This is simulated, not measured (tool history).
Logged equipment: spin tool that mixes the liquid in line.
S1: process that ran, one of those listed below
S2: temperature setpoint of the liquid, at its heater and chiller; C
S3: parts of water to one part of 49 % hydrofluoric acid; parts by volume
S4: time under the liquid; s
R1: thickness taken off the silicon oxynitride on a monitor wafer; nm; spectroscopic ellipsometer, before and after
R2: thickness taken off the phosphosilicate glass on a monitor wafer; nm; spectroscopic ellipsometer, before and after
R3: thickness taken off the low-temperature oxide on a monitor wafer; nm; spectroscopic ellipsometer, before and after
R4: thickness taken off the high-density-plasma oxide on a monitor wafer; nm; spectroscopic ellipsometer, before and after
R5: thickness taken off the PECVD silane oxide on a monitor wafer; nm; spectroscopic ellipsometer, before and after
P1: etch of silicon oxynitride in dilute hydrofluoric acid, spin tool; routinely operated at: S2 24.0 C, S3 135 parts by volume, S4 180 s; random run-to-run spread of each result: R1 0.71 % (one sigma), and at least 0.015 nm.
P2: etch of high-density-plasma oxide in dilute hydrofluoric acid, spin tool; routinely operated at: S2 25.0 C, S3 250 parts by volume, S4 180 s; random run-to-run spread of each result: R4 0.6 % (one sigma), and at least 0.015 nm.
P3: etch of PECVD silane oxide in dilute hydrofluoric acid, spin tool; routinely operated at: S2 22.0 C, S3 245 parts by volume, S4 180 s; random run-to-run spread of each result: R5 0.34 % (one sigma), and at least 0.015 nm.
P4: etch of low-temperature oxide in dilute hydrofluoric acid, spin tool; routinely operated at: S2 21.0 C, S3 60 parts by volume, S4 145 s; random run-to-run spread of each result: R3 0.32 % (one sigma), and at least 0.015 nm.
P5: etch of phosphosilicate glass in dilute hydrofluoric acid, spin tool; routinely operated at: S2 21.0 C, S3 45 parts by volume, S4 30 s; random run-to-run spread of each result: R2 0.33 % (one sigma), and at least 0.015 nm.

Run 1, hour 10.2: S1 P1, S2 24.0 C, S3 135 parts by volume, S4 180 s. Result: R1 2.90810 nm.
Run 2, hour 19.0: S1 P1, S2 24.0 C, S3 135 parts by volume, S4 335 s. Result: R1 5.37910 nm.
Run 3, hour 30.5: S1 P5, S2 21.0 C, S3 45 parts by volume, S4 15 s. Result: R2 39.089 nm.
Run 4, hour 41.4: S1 P1, S2 30.0 C, S3 135 parts by volume, S4 180 s. Result: R1 3.85280 nm.
At hour 47.1: hydrofluoric acid flow meter replaced.
Run 5, hour 55.5: S1 P4, S2 21.0 C, S3 60 parts by volume, S4 145 s. Result: R3 50.1850 nm.
Run 6, hour 69.2: S1 P1, S2 24.0 C, S3 230 parts by volume, S4 180 s. Result: R1 1.58270 nm.
Run 7, hour 83.0: S1 P1, S2 24.0 C, S3 135 parts by volume, S4 180 s. Result: R1 2.93740 nm.
Run 8, hour 95.2: S1 P1, S2 24.0 C, S3 135 parts by volume, S4 180 s. Result: R1 2.93990 nm.
Run 9, hour 109.1: S1 P2, S2 25.0 C, S3 250 parts by volume, S4 180 s. Result: R4 3.4828 nm.
Run 10, hour 121.5: S1 P4, S2 21.0 C, S3 60 parts by volume, S4 15 s. Result: R3 5.1525 nm.
Run 11, hour 132.4: S1 P3, S2 27.5 C, S3 245 parts by volume, S4 180 s. Result: R5 20.7680 nm.
Run 12, hour 146.2: S1 P3, S2 22.0 C, S3 245 parts by volume, S4 180 s. Result: R5 17.1530 nm.
Run 13, hour 158.0: S1 P1, S2 24.0 C, S3 75 parts by volume, S4 290 s. Result: R1 9.00150 nm.
Run 14, hour 171.5: S1 P5, S2 17.0 C, S3 45 parts by volume, S4 30 s. Result: R2 65.847 nm.
Run 15, hour 181.6: S1 P4, S2 17.0 C, S3 60 parts by volume, S4 145 s. Result: R3 41.8560 nm.
Run 16, hour 188.5: S1 P2, S2 19.0 C, S3 250 parts by volume, S4 180 s. Result: R4 2.8197 nm.
Run 17, hour 199.3: S1 P4, S2 21.0 C, S3 20 parts by volume, S4 145 s. Result: R3 156.8700 nm.
Run 18, hour 211.9: S1 P3, S2 22.0 C, S3 245 parts by volume, S4 180 s. Result: R5 17.0320 nm.
Run 19, hour 221.8: S1 P3, S2 22.0 C, S3 440 parts by volume, S4 180 s. Result: R5 8.0379 nm.
Run 20, hour 229.8: S1 P5, S2 21.0 C, S3 30 parts by volume, S4 30 s. Result: R2 119.090 nm.
Run 21, hour 236.9: S1 P2, S2 25.0 C, S3 50 parts by volume, S4 180 s. Result: R4 22.3450 nm.
Run 22, hour 251.3: S1 P1, S2 24.0 C, S3 135 parts by volume, S4 180 s. Result: R1 2.90820 nm.
Run 23, hour 257.8: S1 P5, S2 21.0 C, S3 45 parts by volume, S4 30 s. Result: R2 77.733 nm.
Run 24, hour 269.2: S1 P2, S2 25.0 C, S3 250 parts by volume, S4 180 s. Result: R4 3.5105 nm.
Run 25, hour 278.8: S1 P3, S2 22.0 C, S3 245 parts by volume, S4 50 s. Result: R5 4.7328 nm.
Run 26, hour 291.1: S1 P1, S2 17.0 C, S3 135 parts by volume, S4 180 s. Result: R1 2.09970 nm.
Run 27, hour 300.4: S1 P1, S2 24.0 C, S3 30 parts by volume, S4 180 s. Result: R1 14.30500 nm.
Run 28, hour 308.5: S1 P1, S2 24.0 C, S3 135 parts by volume, S4 40 s. Result: R1 0.63695 nm.
Run 29, hour 314.8: S1 P2, S2 25.0 C, S3 250 parts by volume, S4 55 s. Result: R4 1.0616 nm.
Run 30, hour 325.1: S1 P1, S2 24.0 C, S3 135 parts by volume, S4 180 s. Result: R1 2.93040 nm.
Run 31, hour 335.0: S1 P1, S2 24.0 C, S3 135 parts by volume, S4 180 s. Result: R1 2.82340 nm.
Run 32, hour 346.5: S1 P1, S2 24.0 C, S3 135 parts by volume, S4 180 s. Result: R1 2.72320 nm.
Run 33, hour 353.3: S1 P1, S2 24.0 C, S3 135 parts by volume, S4 180 s. Result: R1 2.67130 nm.
Run 34, hour 363.6: S1 P1, S2 24.0 C, S3 135 parts by volume, S4 180 s. Result: R1 2.70230 nm.
Run 35, hour 377.1: S1 P1, S2 24.0 C, S3 135 parts by volume, S4 180 s. Result: R1 2.68370 nm.
Run 36, hour 388.7: S1 P1, S2 24.0 C, S3 135 parts by volume, S4 180 s. Result: R1 2.68060 nm.
Run 37, hour 397.3: S1 P1, S2 24.0 C, S3 135 parts by volume, S4 180 s. Result: R1 2.63840 nm.
Run 38, hour 409.4: S1 P1, S2 24.0 C, S3 135 parts by volume, S4 180 s. Result: R1 2.65130 nm.

Something has made what P1 gives creep away from where it was; the 2 causes below, each at its own stated size, fit the log equally well:
A: liquid colder than its thermometer reads (K) = 2.3
B: hydrofluoric acid flow below the setpoint (%) = 9.18
At approximately hour 325.1, the process output began to creep.

4 check runs are offered, one wafer each, their results left as question marks. Which one tells the causes apart?
Run check 1, hour 421.5: S1 P3, S2 25.0 C, S3 245 parts by volume, S4 180 s. Result: R5 ?.
Run check 2, hour 421.5: S1 P2, S2 19.0 C, S3 55 parts by volume, S4 180 s. Result: R4 ?.
Run check 3, hour 421.5: S1 P5, S2 21.0 C, S3 30 parts by volume, S4 30 s. Result: R2 ?.
Run check 4, hour 421.5: S1 P4, S2 17.0 C, S3 20 parts by volume, S4 145 s. Result: R3 ?.

What every check run would give for each of its results, assuming each possible cause in turn:
  check  result      if A      if B
check 1      R5   17.5350   16.8620
check 2      R4   14.1690   14.1160
check 3      R2   107.750   107.670
check 4      R3  118.8500  119.3900
Gap, in per cent, between the two causes that each check separates least, read from the result that separates them most: check 1 3.92 %; check 2 0.37 %; check 3 0.07 %; check 4 0.45 %
The other checks would show nearly matching results whichever cause is true, so check 1 is the only one that separates the causes.

The results of check 1 are: R5 17.4570 nm. Based on these, which of the listed causes is it?

The cause is A: liquid colder than its thermometer reads (K).
